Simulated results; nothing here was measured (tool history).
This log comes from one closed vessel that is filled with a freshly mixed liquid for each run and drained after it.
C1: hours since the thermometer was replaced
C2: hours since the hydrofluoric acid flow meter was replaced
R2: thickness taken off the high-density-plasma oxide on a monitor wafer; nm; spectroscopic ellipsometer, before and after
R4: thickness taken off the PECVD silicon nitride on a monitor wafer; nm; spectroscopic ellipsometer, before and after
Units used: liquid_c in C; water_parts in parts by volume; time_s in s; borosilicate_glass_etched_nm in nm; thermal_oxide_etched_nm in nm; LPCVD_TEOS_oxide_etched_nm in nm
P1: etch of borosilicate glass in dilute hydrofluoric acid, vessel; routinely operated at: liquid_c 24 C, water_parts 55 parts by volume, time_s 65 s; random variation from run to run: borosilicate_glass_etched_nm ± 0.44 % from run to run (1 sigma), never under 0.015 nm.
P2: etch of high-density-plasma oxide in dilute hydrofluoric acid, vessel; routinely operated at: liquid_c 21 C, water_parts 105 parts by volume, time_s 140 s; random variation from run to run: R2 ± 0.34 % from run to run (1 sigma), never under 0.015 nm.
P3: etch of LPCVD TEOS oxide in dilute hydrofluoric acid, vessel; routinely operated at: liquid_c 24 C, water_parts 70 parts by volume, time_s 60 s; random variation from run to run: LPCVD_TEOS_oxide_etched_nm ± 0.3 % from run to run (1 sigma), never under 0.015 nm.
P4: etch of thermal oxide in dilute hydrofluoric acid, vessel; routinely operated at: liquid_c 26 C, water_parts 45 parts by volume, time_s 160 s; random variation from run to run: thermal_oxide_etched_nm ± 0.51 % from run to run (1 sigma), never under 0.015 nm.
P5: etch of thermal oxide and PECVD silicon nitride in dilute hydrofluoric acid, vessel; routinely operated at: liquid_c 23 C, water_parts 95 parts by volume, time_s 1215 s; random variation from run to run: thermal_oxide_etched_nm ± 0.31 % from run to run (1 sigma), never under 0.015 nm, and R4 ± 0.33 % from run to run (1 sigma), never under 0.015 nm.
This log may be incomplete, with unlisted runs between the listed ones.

Run 1, hour 16.0: process P1, liquid_c 24 C, water_parts 55 parts by volume, time_s 65 s; C1 371.6; C2 848.3. Result: borosilicate_glass_etched_nm 27.6750 nm.
Run 2, hour 29.5: process P2, liquid_c 21 C, water_parts 30 parts by volume, time_s 140 s; C1 385.1; C2 861.8. Result: R2 38.6150 nm.
Run 3, hour 42.7: process P1, liquid_c 24 C, water_parts 25 parts by volume, time_s 30 s; C1 398.3; C2 875.0. Result: borosilicate_glass_etched_nm 28.9330 nm.
Run 4, hour 52.9: process P1, liquid_c 24 C, water_parts 55 parts by volume, time_s 100 s; C1 408.5; C2 885.2. Result: borosilicate_glass_etched_nm 42.1650 nm.
Run 5, hour 65.4: process P5, liquid_c 17 C, water_parts 95 parts by volume, time_s 1215 s; C1 421.0; C2 897.7. Result: thermal_oxide_etched_nm 45.8560 nm, R4 19.761 nm.
Run 6, hour 73.8: process P4, liquid_c 26 C, water_parts 45 parts by volume, time_s 65 s; C1 429.4; C2 906.1. Result: thermal_oxide_etched_nm 8.2717 nm.
Run 7, hour 90.3: process P4, liquid_c 26 C, water_parts 75 parts by volume, time_s 160 s; C1 445.9; C2 922.6. Result: thermal_oxide_etched_nm 11.6890 nm.
Run 8, hour 100.2: process P3, liquid_c 24 C, water_parts 70 parts by volume, time_s 110 s; C1 455.8; C2 932.5. Result: LPCVD_TEOS_oxide_etched_nm 89.075 nm.
Run 9, hour 111.0: process P1, liquid_c 24 C, water_parts 55 parts by volume, time_s 65 s; C1 466.6; C2 943.3. Result: borosilicate_glass_etched_nm 27.4240 nm.
Run 10, hour 126.4: process P1, liquid_c 24 C, water_parts 55 parts by volume, time_s 65 s; C1 482.0; C2 958.7. Result: borosilicate_glass_etched_nm 27.3790 nm.
Run 11, hour 137.5: process P1, liquid_c 24 C, water_parts 75 parts by volume, time_s 30 s; C1 493.1; C2 969.8. Result: borosilicate_glass_etched_nm 9.1581 nm.
Run 12, hour 149.2: process P1, liquid_c 29 C, water_parts 55 parts by volume, time_s 100 s; C1 504.8; C2 981.5. Result: borosilicate_glass_etched_nm 51.9200 nm.
Run 13, hour 161.5: process P5, liquid_c 23 C, water_parts 45 parts by volume, time_s 1215 s; C1 517.1; C2 993.8. Result: thermal_oxide_etched_nm 132.0300 nm, R4 61.869 nm.
Run 14, hour 174.1: process P4, liquid_c 26 C, water_parts 45 parts by volume, time_s 160 s; C1 529.7; C2 1006.4. Result: thermal_oxide_etched_nm 20.4230 nm.
Run 15, hour 191.2: process P1, liquid_c 24 C, water_parts 55 parts by volume, time_s 35 s; C1 546.8; C2 1023.5. Result: borosilicate_glass_etched_nm 14.7920 nm.
Run 16, hour 202.2: process P2, liquid_c 21 C, water_parts 105 parts by volume, time_s 280 s; C1 557.8; C2 1034.5. Result: R2 20.2250 nm.
Run 17, hour 217.5: process P4, liquid_c 21 C, water_parts 45 parts by volume, time_s 160 s; C1 573.1; C2 1049.8. Result: thermal_oxide_etched_nm 16.4940 nm.
Run 18, hour 232.2: process P3, liquid_c 18 C, water_parts 70 parts by volume, time_s 60 s; C1 587.8; C2 1064.5. Result: LPCVD_TEOS_oxide_etched_nm 37.956 nm.
Run 19, hour 240.0: process P1, liquid_c 24 C, water_parts 20 parts by volume, time_s 65 s; C1 595.6; C2 1072.3. Result: borosilicate_glass_etched_nm 78.4410 nm.
Run 20, hour 256.2: process P5, liquid_c 23 C, water_parts 95 parts by volume, time_s 1215 s; C1 611.8; C2 1088.5. Result: thermal_oxide_etched_nm 58.9340 nm, R4 29.881 nm.
Run 21, hour 267.7: process P1, liquid_c 24 C, water_parts 55 parts by volume, time_s 65 s; C1 623.3; C2 1100.0. Result: borosilicate_glass_etched_nm 27.2910 nm.
Run 22, hour 280.2: process P1, liquid_c 30 C, water_parts 55 parts by volume, time_s 65 s; C1 635.8; C2 1112.5. Result: borosilicate_glass_etched_nm 34.6060 nm.
Run 23, hour 296.2: process P5, liquid_c 23 C, water_parts 95 parts by volume, time_s 2225 s; C1 651.8; C2 1128.5. Result: thermal_oxide_etched_nm 107.7200 nm, R4 54.360 nm.
Run 24, hour 309.6: process P2, liquid_c 21 C, water_parts 105 parts by volume, time_s 140 s; C1 665.2; C2 1141.9. Result: R2 10.0390 nm.
Run 25, hour 318.7: process P2, liquid_c 21 C, water_parts 105 parts by volume, time_s 140 s; C1 674.3; C2 1151.0. Result: R2 10.0490 nm.
Run 26, hour 331.9: process P3, liquid_c 24 C, water_parts 70 parts by volume, time_s 60 s; C1 687.5; C2 1164.2. Result: LPCVD_TEOS_oxide_etched_nm 48.609 nm.
Run 27, hour 340.6: process P1, liquid_c 17 C, water_parts 55 parts by volume, time_s 65 s; C1 696.2; C2 1172.9. Result: borosilicate_glass_etched_nm 20.5620 nm.
Run 28, hour 355.2: process P2, liquid_c 17 C, water_parts 105 parts by volume, time_s 140 s; C1 710.8; C2 1187.5. Result: R2 8.4863 nm.
Run 29, hour 370.9: process P1, liquid_c 24 C, water_parts 95 parts by volume, time_s 65 s; C1 726.5; C2 1203.2. Result: borosilicate_glass_etched_nm 15.0440 nm.
Run 30, hour 382.5: process P1, liquid_c 24 C, water_parts 55 parts by volume, time_s 65 s; C1 738.1; C2 1214.8. Result: borosilicate_glass_etched_nm 27.4750 nm.
Run 31, hour 398.4: process P3, liquid_c 24 C, water_parts 100 parts by volume, time_s 60 s; C1 754.0; C2 1230.7. Result: LPCVD_TEOS_oxide_etched_nm 32.726 nm.
Run 32, hour 408.1: process P1, liquid_c 24 C, water_parts 55 parts by volume, time_s 65 s; C1 763.7; C2 1240.4. Result: borosilicate_glass_etched_nm 27.4320 nm.
Run 33, hour 416.1: process P1, liquid_c 24 C, water_parts 55 parts by volume, time_s 65 s; C1 771.7; C2 1248.4. Result: borosilicate_glass_etched_nm 26.8640 nm.
Run 34, hour 427.9: process P1, liquid_c 24 C, water_parts 55 parts by volume, time_s 65 s; C1 783.5; C2 1260.2. Result: borosilicate_glass_etched_nm 26.0570 nm.
Run 35, hour 444.8: process P1, liquid_c 24 C, water_parts 55 parts by volume, time_s 65 s; C1 800.4; C2 1277.1. Result: borosilicate_glass_etched_nm 25.5520 nm.
Run 36, hour 452.4: process P1, liquid_c 24 C, water_parts 55 parts by volume, time_s 65 s; C1 808.0; C2 1284.7. Result: borosilicate_glass_etched_nm 25.4180 nm.
Run 37, hour 462.2: process P1, liquid_c 24 C, water_parts 55 parts by volume, time_s 65 s; C1 817.8; C2 1294.5. Result: borosilicate_glass_etched_nm 25.2060 nm.
Run 38, hour 477.8: process P1, liquid_c 24 C, water_parts 55 parts by volume, time_s 65 s; C1 833.4; C2 1310.1. Result: borosilicate_glass_etched_nm 25.1210 nm.
Run 39, hour 493.9: process P1, liquid_c 24 C, water_parts 55 parts by volume, time_s 65 s; C1 849.5; C2 1326.2. Result: borosilicate_glass_etched_nm 25.2330 nm.

P1 no longer gives what it gave before; its output has crept away from where it was. The following 2 causes, each at its listed size, fit the log equally well:
A: liquid colder than its thermometer reads (K) = 2.15
B: hydrofluoric acid flow below the setpoint (%) = 7.91
Creep in the process output first set in at about hour 408.1.

The check runs listed below each take one wafer, and their results are still question marks. Under which run would the listed causes lead to clearly different results?
Run check 1, hour 510.0: process P2, liquid_c 21.0 C, water_parts 30 parts by volume, time_s 270 s. Result: R2 ?.
Run check 2, hour 510.0: process P5, liquid_c 17.0 C, water_parts 95 parts by volume, time_s 1215 s. Result: thermal_oxide_etched_nm ?, R4 ?.
Run check 3, hour 510.0: process P3, liquid_c 18.5 C, water_parts 70 parts by volume, time_s 105 s. Result: LPCVD_TEOS_oxide_etched_nm ?.
Run check 4, hour 510.0: process P4, liquid_c 22.5 C, water_parts 65 parts by volume, time_s 160 s. Result: thermal_oxide_etched_nm ?.

Outcome of each check run for each possible cause:
  check                      result     if A     if B
check 1                          R2  67.6180  68.0940
check 2     thermal_oxide_etched_nm  41.8630  41.9020
check 2                          R4   16.997   18.261
check 3  LPCVD_TEOS_oxide_etched_nm   61.784   61.964
check 4     thermal_oxide_etched_nm  10.8560  10.8560
Smallest distance between any two causes, each pair judged by its most separating result, in per cent: check 1 0.7 %; check 2 7.17 %; check 3 0.29 %; check 4 0 %
Of the check runs offered, only check 2 discriminates between the causes; the rest would read about the same regardless of which cause applies.

Then check 2 was run and gave: thermal_oxide_etched_nm 41.9610 nm; R4 17.069 nm. Which cause is it?

It is A: liquid colder than its thermometer reads (K).
